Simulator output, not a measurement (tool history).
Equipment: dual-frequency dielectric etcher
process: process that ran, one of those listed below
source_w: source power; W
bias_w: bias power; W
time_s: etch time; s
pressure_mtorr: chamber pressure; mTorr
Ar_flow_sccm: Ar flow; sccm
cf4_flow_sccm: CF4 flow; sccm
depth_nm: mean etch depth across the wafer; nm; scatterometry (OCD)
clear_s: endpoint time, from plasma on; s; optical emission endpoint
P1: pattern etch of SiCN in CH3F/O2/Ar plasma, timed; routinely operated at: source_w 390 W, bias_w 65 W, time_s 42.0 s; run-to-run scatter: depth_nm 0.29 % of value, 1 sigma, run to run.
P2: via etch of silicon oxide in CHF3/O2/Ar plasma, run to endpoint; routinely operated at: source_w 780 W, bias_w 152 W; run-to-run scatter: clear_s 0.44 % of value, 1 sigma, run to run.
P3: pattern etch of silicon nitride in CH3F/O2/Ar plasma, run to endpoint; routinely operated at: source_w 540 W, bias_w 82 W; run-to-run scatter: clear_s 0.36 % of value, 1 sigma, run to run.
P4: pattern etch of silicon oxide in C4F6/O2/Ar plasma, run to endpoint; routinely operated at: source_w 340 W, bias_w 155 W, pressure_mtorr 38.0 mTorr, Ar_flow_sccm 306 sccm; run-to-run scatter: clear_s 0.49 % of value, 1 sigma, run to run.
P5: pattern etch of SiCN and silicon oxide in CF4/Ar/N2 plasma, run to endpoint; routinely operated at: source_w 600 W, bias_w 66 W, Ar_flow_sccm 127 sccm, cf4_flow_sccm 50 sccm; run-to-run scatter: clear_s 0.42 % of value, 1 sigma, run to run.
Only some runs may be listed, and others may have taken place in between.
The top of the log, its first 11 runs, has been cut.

run,hour,process,source_w,bias_w,time_s,pressure_mtorr,Ar_flow_sccm,cf4_flow_sccm,depth_nm,clear_s
12,78.0,P4,340,155,,38.0,428,,,10.4980
13,82.0,P3,540,64,,,,,,27.0330
14,87.9,P2,780,152,,,,,,352.2400
15,95.4,P1,390,48,42.0,,,,13.405,
16,102.7,P1,310,65,42.0,,,,13.583,
17,110.8,P2,780,207,,,,,,321.0300
18,117.1,P1,390,65,42.0,,,,14.898,
19,123.6,P5,600,66,,,168,50,,9.2132
20,131.9,P1,390,65,42.0,,,,14.920,
21,139.2,P1,390,65,30.0,,,,10.642,
22,145.7,P5,390,66,,,127,50,,12.7130
23,152.7,P1,390,65,42.0,,,,14.853,
24,160.0,P3,390,82,,,,,,28.2620
25,165.5,P3,540,82,,,,,,24.9820
26,170.3,P5,600,88,,,127,50,,7.9317
27,178.8,P4,340,190,,38.0,306,,,9.5803
28,187.5,P1,390,65,58.5,,,,20.808,
29,194.4,P5,600,66,,,127,50,,8.7699

Run 30, settings as shown, results not yet in. Your forecast:
30,202.3,P1,390,65,42.0,,,,?,

{"run 30": {"depth_nm": 14.865}}

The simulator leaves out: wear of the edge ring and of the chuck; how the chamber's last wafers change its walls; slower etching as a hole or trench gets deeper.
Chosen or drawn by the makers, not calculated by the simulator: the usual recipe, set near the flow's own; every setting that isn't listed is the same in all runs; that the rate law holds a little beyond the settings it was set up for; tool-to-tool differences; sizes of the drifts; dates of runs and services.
